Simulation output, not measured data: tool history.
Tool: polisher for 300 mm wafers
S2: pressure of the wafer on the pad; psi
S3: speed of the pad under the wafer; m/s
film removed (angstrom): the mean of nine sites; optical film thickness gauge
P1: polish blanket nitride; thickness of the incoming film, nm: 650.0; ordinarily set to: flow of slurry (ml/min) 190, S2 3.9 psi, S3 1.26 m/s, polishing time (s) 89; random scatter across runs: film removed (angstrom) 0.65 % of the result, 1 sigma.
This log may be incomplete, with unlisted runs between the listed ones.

run 1 hour=6.6 | flow_of_slurry_(ml/min)=190 S2=3.9 S3=1.26 polishing_time_(s)=89 | film_removed_(angstrom)=2530.8
run 2 hour=12.3 | flow_of_slurry_(ml/min)=190 S2=3.9 S3=1.26 polishing_time_(s)=140 | film_removed_(angstrom)=4039.5
run 3 hour=16.7 | flow_of_slurry_(ml/min)=245 S2=3.9 S3=1.26 polishing_time_(s)=89 | film_removed_(angstrom)=2567.2
run 4 hour=20.7 | flow_of_slurry_(ml/min)=190 S2=3.9 S3=0.66 polishing_time_(s)=89 | film_removed_(angstrom)=1491.2
run 5 hour=25.5 | flow_of_slurry_(ml/min)=190 S2=3.9 S3=0.94 polishing_time_(s)=138 | film_removed_(angstrom)=3080.7
run 6 hour=31.1 | flow_of_slurry_(ml/min)=190 S2=4.9 S3=1.26 polishing_time_(s)=89 | film_removed_(angstrom)=3131.5
run 7 hour=35 | flow_of_slurry_(ml/min)=190 S2=3.9 S3=1.26 polishing_time_(s)=89 | film_removed_(angstrom)=2503.8
run 8 hour=40 | flow_of_slurry_(ml/min)=190 S2=3.9 S3=1.26 polishing_time_(s)=89 | film_removed_(angstrom)=2510
run 9 hour=46.6 | flow_of_slurry_(ml/min)=190 S2=3.9 S3=1.92 polishing_time_(s)=89 | film_removed_(angstrom)=3505.3
run 10 hour=53 | flow_of_slurry_(ml/min)=190 S2=3.9 S3=1.26 polishing_time_(s)=52 | film_removed_(angstrom)=1478.8
run 11 hour=59 | flow_of_slurry_(ml/min)=190 S2=3.9 S3=1.26 polishing_time_(s)=89 | film_removed_(angstrom)=2514.4
run 12 hour=64 | flow_of_slurry_(ml/min)=190 S2=1.8 S3=1.26 polishing_time_(s)=138 | film_removed_(angstrom)=1779.6

Run 13 is up next; what results do you expect?
run 13 hour=70.6 | flow_of_slurry_(ml/min)=190 S2=1.8 S3=1.26 polishing_time_(s)=89 | film_removed_(angstrom)=?

{"run 13": {"film removed (angstrom)": 1166.1}}

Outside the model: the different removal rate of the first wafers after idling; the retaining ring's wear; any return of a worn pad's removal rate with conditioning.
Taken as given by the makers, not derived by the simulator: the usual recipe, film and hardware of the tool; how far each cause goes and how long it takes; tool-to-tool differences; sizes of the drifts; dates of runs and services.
